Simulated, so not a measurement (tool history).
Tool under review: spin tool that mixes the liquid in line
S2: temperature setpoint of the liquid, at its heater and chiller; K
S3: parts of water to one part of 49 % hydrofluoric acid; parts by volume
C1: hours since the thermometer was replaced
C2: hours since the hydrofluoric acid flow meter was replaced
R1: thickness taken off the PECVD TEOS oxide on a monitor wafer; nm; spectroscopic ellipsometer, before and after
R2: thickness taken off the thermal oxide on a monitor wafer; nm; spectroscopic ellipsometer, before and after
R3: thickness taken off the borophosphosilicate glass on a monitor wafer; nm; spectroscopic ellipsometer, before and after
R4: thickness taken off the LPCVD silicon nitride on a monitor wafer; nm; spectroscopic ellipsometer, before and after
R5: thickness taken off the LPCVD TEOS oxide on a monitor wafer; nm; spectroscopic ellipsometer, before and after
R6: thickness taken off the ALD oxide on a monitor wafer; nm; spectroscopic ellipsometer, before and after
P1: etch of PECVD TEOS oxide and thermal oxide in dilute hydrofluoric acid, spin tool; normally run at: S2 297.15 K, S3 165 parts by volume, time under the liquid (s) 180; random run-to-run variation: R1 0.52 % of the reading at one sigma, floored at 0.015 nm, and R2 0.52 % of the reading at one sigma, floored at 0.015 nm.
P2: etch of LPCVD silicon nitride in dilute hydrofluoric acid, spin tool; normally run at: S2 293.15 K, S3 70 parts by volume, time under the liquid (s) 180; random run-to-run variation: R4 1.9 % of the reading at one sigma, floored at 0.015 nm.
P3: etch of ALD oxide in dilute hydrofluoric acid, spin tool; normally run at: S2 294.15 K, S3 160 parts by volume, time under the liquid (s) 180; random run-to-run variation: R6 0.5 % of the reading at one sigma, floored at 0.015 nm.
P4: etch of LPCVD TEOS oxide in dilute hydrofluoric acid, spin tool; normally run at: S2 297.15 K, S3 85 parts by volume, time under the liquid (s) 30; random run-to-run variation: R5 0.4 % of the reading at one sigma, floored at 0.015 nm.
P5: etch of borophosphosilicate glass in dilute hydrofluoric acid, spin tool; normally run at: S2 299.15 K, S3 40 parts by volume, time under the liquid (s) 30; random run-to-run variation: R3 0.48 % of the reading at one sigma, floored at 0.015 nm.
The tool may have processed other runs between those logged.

Run 1, day 0.683: process that ran P1, S2 297.15 K, S3 165 parts by volume, time under the liquid (s) 180; C1 760.1; C2 667.2. Result: R1 22.908 nm, R2 4.8058 nm.
Run 2, day 1.021: process that ran P5, S2 306.65 K, S3 40 parts by volume, time under the liquid (s) 30; C1 768.2; C2 675.3. Result: R3 72.776 nm.
Run 3, day 1.504: process that ran P1, S2 297.15 K, S3 165 parts by volume, time under the liquid (s) 180; C1 779.8; C2 686.9. Result: R1 23.198 nm, R2 4.8116 nm.
Run 4, day 1.879: process that ran P2, S2 293.15 K, S3 70 parts by volume, time under the liquid (s) 180; C1 788.8; C2 695.9. Result: R4 1.1059 nm.
Run 5, day 2.292: process that ran P5, S2 299.15 K, S3 40 parts by volume, time under the liquid (s) 30; C1 798.7; C2 705.8. Result: R3 53.957 nm.
Run 6, day 2.612: process that ran P2, S2 293.15 K, S3 70 parts by volume, time under the liquid (s) 350; C1 806.4; C2 713.5. Result: R4 2.2347 nm.
Run 7, day 3.167: process that ran P4, S2 297.15 K, S3 85 parts by volume, time under the liquid (s) 65; C1 819.7; C2 726.8. Result: R5 37.5970 nm.
Run 8, day 3.625: process that ran P4, S2 297.15 K, S3 150 parts by volume, time under the liquid (s) 30; C1 830.7; C2 737.8. Result: R5 8.9939 nm.
Run 9, day 4.275: process that ran P2, S2 298.15 K, S3 70 parts by volume, time under the liquid (s) 180; C1 846.3; C2 753.4. Result: R4 1.6623 nm.
Run 10, day 4.796: process that ran P1, S2 291.15 K, S3 165 parts by volume, time under the liquid (s) 180; C1 858.8; C2 765.9. Result: R1 18.087 nm, R2 3.7796 nm.
Run 11, day 5.362: process that ran P5, S2 299.15 K, S3 40 parts by volume, time under the liquid (s) 30; C1 872.4; C2 779.5. Result: R3 54.403 nm.
Run 12, day 5.721: process that ran P3, S2 294.15 K, S3 160 parts by volume, time under the liquid (s) 180; C1 881.0; C2 788.1. Result: R6 9.4876 nm.
Run 13, day 6.333: process that ran P1, S2 297.15 K, S3 55 parts by volume, time under the liquid (s) 180; C1 895.7; C2 802.8. Result: R1 78.867 nm, R2 16.5760 nm.
Run 14, day 6.875: process that ran P1, S2 304.15 K, S3 165 parts by volume, time under the liquid (s) 180; C1 908.7; C2 815.8. Result: R1 29.344 nm, R2 6.1525 nm.
Run 15, day 7.550: process that ran P3, S2 294.15 K, S3 50 parts by volume, time under the liquid (s) 180; C1 924.9; C2 832.0. Result: R6 34.5070 nm.
Run 16, day 7.892: process that ran P1, S2 300.65 K, S3 165 parts by volume, time under the liquid (s) 80; C1 933.1; C2 840.2. Result: R1 11.606 nm, R2 2.4509 nm.
Run 17, day 8.371: process that ran P3, S2 302.65 K, S3 160 parts by volume, time under the liquid (s) 180; C1 944.6; C2 851.7. Result: R6 13.0870 nm.
Run 18, day 8.917: process that ran P5, S2 299.15 K, S3 40 parts by volume, time under the liquid (s) 50; C1 957.7; C2 864.8. Result: R3 90.331 nm.
At day 9.067: hydrofluoric acid flow meter replaced.
Run 19, day 9.471: process that ran P1, S2 297.15 K, S3 95 parts by volume, time under the liquid (s) 300; C1 971.0; C2 9.8. Result: R1 71.788 nm, R2 15.1030 nm.
At day 10.046: thermometer replaced.
Run 20, day 10.096: process that ran P1, S2 297.15 K, S3 165 parts by volume, time under the liquid (s) 180; C1 1.3; C2 24.8. Result: R1 22.976 nm, R2 4.7598 nm.
Run 21, day 10.429: process that ran P1, S2 297.15 K, S3 255 parts by volume, time under the liquid (s) 180; C1 9.3; C2 32.8. Result: R1 13.487 nm, R2 2.8133 nm.
Run 22, day 10.946: process that ran P3, S2 294.15 K, S3 160 parts by volume, time under the liquid (s) 15; C1 21.7; C2 45.2. Result: R6 0.8005 nm.
Run 23, day 11.454: process that ran P1, S2 297.15 K, S3 165 parts by volume, time under the liquid (s) 305; C1 33.9; C2 57.4. Result: R1 38.328 nm, R2 8.0418 nm.
Run 24, day 11.988: process that ran P1, S2 297.15 K, S3 165 parts by volume, time under the liquid (s) 180; C1 46.7; C2 70.2. Result: R1 22.904 nm, R2 4.7734 nm.
Run 25, day 12.458: process that ran P1, S2 297.15 K, S3 165 parts by volume, time under the liquid (s) 90; C1 58.0; C2 81.5. Result: R1 11.473 nm, R2 2.3885 nm.
Run 26, day 13.096: process that ran P1, S2 297.15 K, S3 165 parts by volume, time under the liquid (s) 180; C1 73.3; C2 96.8. Result: R1 22.685 nm, R2 4.7954 nm.
Run 27, day 13.425: process that ran P4, S2 305.65 K, S3 85 parts by volume, time under the liquid (s) 30; C1 81.2; C2 104.7. Result: R5 23.6040 nm.
Run 28, day 13.988: process that ran P4, S2 297.15 K, S3 85 parts by volume, time under the liquid (s) 30; C1 94.7; C2 118.2. Result: R5 17.2340 nm.
Run 29, day 14.521: process that ran P1, S2 297.15 K, S3 165 parts by volume, time under the liquid (s) 180; C1 107.5; C2 131.0. Result: R1 22.762 nm, R2 4.7979 nm.
Run 30, day 14.954: process that ran P5, S2 299.15 K, S3 70 parts by volume, time under the liquid (s) 30; C1 117.9; C2 141.4. Result: R3 29.539 nm.
Run 31, day 15.321: process that ran P2, S2 293.15 K, S3 20 parts by volume, time under the liquid (s) 180; C1 126.7; C2 150.2. Result: R4 3.9444 nm.
Run 32, day 15.775: process that ran P1, S2 302.65 K, S3 165 parts by volume, time under the liquid (s) 275; C1 137.6; C2 161.1. Result: R1 42.775 nm, R2 8.9104 nm.
Run 33, day 16.450: process that ran P2, S2 293.15 K, S3 70 parts by volume, time under the liquid (s) 180; C1 153.8; C2 177.3. Result: R4 1.1035 nm.
Run 34, day 17.108: process that ran P1, S2 297.15 K, S3 165 parts by volume, time under the liquid (s) 180; C1 169.6; C2 193.1. Result: R1 22.863 nm, R2 4.7633 nm.
Run 35, day 17.588: process that ran P1, S2 297.15 K, S3 165 parts by volume, time under the liquid (s) 180; C1 181.1; C2 204.6. Result: R1 23.354 nm, R2 4.8801 nm.
Run 36, day 18.221: process that ran P1, S2 297.15 K, S3 165 parts by volume, time under the liquid (s) 180; C1 196.3; C2 219.8. Result: R1 23.963 nm, R2 4.9462 nm.
Run 37, day 18.658: process that ran P1, S2 297.15 K, S3 165 parts by volume, time under the liquid (s) 180; C1 206.8; C2 230.3. Result: R1 23.868 nm, R2 5.0283 nm.
Run 38, day 19.158: process that ran P1, S2 297.15 K, S3 165 parts by volume, time under the liquid (s) 180; C1 218.8; C2 242.3. Result: R1 24.228 nm, R2 5.0259 nm.
Run 39, day 19.796: process that ran P1, S2 297.15 K, S3 165 parts by volume, time under the liquid (s) 180; C1 234.1; C2 257.6. Result: R1 24.298 nm, R2 5.0854 nm.
Run 40, day 20.375: process that ran P1, S2 297.15 K, S3 165 parts by volume, time under the liquid (s) 180; C1 248.0; C2 271.5. Result: R1 24.176 nm, R2 5.1076 nm.
Run 41, day 20.833: process that ran P1, S2 297.15 K, S3 165 parts by volume, time under the liquid (s) 180; C1 259.0; C2 282.5. Result: R1 24.438 nm, R2 5.0812 nm.
Run 42, day 21.546: process that ran P1, S2 297.15 K, S3 165 parts by volume, time under the liquid (s) 180; C1 276.1; C2 299.6. Result: R1 24.281 nm, R2 5.1380 nm.
Run 43, day 22.233: process that ran P1, S2 297.15 K, S3 165 parts by volume, time under the liquid (s) 180; C1 292.6; C2 316.1. Result: R1 24.746 nm, R2 5.0929 nm.
Run 44, day 22.850: process that ran P1, S2 297.15 K, S3 165 parts by volume, time under the liquid (s) 180; C1 307.4; C2 330.9. Result: R1 24.720 nm, R2 5.1359 nm.

The log shows P1 creeping away from where it was. Any of the 2 causes listed here, at the size stated for it, fits the log just as well as the others:
A: liquid hotter than its thermometer reads (K) = 1.84
B: hydrofluoric acid flow above the setpoint (%) = 5.98
The drift started at roughly day 17.108.

Which of the check runs below tells the causes apart, meaning the causes would give it clearly different results? Each run uses 5 wafers whose results are averaged, and each result is shown as a question mark.
Run check 1, day 23.467: process that ran P5, S2 305.15 K, S3 70 parts by volume, time under the liquid (s) 30. Result: R3 ?.
Run check 2, day 23.467: process that ran P2, S2 297.15 K, S3 70 parts by volume, time under the liquid (s) 285. Result: R4 ?.
Run check 3, day 23.467: process that ran P3, S2 301.65 K, S3 160 parts by volume, time under the liquid (s) 85. Result: R6 ?.
Run check 4, day 23.467: process that ran P4, S2 301.15 K, S3 150 parts by volume, time under the liquid (s) 30. Result: R5 ?.

What each check would give under each cause:
  check  result     if A     if B
check 1      R3   40.129   39.935
check 2      R4   2.6666   2.4990
check 3      R6   6.3613   6.3832
check 4      R5  11.1940  11.2150
Per-check spread between the two closest causes, in the result where they differ most: check 1 0.49 %; check 2 6.49 %; check 3 0.34 %; check 4 0.18 %
Of the check runs offered, only check 2 discriminates between the causes; the rest would read about the same regardless of which cause applies.

Here is what check 2 returned: R4 2.5055 nm. Which cause is it?

B is the cause: hydrofluoric acid flow above the setpoint (%).
